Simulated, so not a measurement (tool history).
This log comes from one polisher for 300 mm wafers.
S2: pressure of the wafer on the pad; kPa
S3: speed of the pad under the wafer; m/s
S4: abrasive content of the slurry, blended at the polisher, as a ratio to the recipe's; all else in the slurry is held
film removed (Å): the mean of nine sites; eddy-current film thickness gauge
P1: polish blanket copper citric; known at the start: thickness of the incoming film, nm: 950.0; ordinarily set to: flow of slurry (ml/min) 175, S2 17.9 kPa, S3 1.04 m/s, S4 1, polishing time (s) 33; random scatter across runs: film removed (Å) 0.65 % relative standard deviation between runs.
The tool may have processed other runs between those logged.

Run 1, hour 11: flow of slurry (ml/min) 175, S2 17.9 kPa, S3 1.04 m/s, S4 1, polishing time (s) 33. Result: film removed (Å) 779.12.
Run 2, hour 26.1: flow of slurry (ml/min) 175, S2 17.9 kPa, S3 0.52 m/s, S4 1, polishing time (s) 33. Result: film removed (Å) 405.11.
Run 3, hour 35: flow of slurry (ml/min) 175, S2 9.7 kPa, S3 1.04 m/s, S4 1, polishing time (s) 33. Result: film removed (Å) 430.2.
Run 4, hour 49: flow of slurry (ml/min) 175, S2 17.9 kPa, S3 1.04 m/s, S4 1.45, polishing time (s) 33. Result: film removed (Å) 853.6.
Run 5, hour 56.2: flow of slurry (ml/min) 175, S2 17.9 kPa, S3 1.38 m/s, S4 1, polishing time (s) 15. Result: film removed (Å) 473.06.
Run 6, hour 65.5: flow of slurry (ml/min) 175, S2 17.9 kPa, S3 1.58 m/s, S4 1, polishing time (s) 33. Result: film removed (Å) 1178.1.
Run 7, hour 80.3: flow of slurry (ml/min) 255, S2 17.9 kPa, S3 1.04 m/s, S4 1, polishing time (s) 33. Result: film removed (Å) 821.85.
Run 8, hour 92: flow of slurry (ml/min) 175, S2 17.9 kPa, S3 1.04 m/s, S4 1, polishing time (s) 33. Result: film removed (Å) 790.05.
Run 9, hour 101.2: flow of slurry (ml/min) 175, S2 17.9 kPa, S3 1.04 m/s, S4 0.7, polishing time (s) 33. Result: film removed (Å) 728.36.
Run 10, hour 108.6: flow of slurry (ml/min) 105, S2 17.9 kPa, S3 1.04 m/s, S4 1, polishing time (s) 33. Result: film removed (Å) 712.74.
Run 11, hour 123: flow of slurry (ml/min) 225, S2 11.7 kPa, S3 1.04 m/s, S4 1, polishing time (s) 33. Result: film removed (Å) 530.07.
Run 12, hour 131.1: flow of slurry (ml/min) 175, S2 17.9 kPa, S3 1.04 m/s, S4 1, polishing time (s) 33. Result: film removed (Å) 791.01.
Run 13, hour 145.8: flow of slurry (ml/min) 175, S2 25.5 kPa, S3 1.04 m/s, S4 1, polishing time (s) 33. Result: film removed (Å) 1117.2.
Run 14, hour 153.9: flow of slurry (ml/min) 175, S2 17.9 kPa, S3 1.04 m/s, S4 1, polishing time (s) 33. Result: film removed (Å) 791.93.
Run 15, hour 165.3: flow of slurry (ml/min) 175, S2 17.9 kPa, S3 1.04 m/s, S4 1, polishing time (s) 33. Result: film removed (Å) 789.5.
Run 16, hour 178.8: flow of slurry (ml/min) 175, S2 17.9 kPa, S3 1.04 m/s, S4 1.2, polishing time (s) 22. Result: film removed (Å) 540.94.
Run 17, hour 191.9: flow of slurry (ml/min) 175, S2 17.9 kPa, S3 1.04 m/s, S4 1, polishing time (s) 33. Result: film removed (Å) 778.69.
Run 18, hour 202.2: flow of slurry (ml/min) 175, S2 17.9 kPa, S3 1.04 m/s, S4 1, polishing time (s) 44. Result: film removed (Å) 1049.3.
Run 19, hour 218.7: flow of slurry (ml/min) 175, S2 17.9 kPa, S3 1.04 m/s, S4 1, polishing time (s) 15. Result: film removed (Å) 356.03.

Run 20, settings as shown, results not yet in. Your forecast:
Run 20, hour 230.4: flow of slurry (ml/min) 175, S2 17.9 kPa, S3 1.04 m/s, S4 1, polishing time (s) 33. Result: film removed (Å) ?.

film removed (Å): 782.4

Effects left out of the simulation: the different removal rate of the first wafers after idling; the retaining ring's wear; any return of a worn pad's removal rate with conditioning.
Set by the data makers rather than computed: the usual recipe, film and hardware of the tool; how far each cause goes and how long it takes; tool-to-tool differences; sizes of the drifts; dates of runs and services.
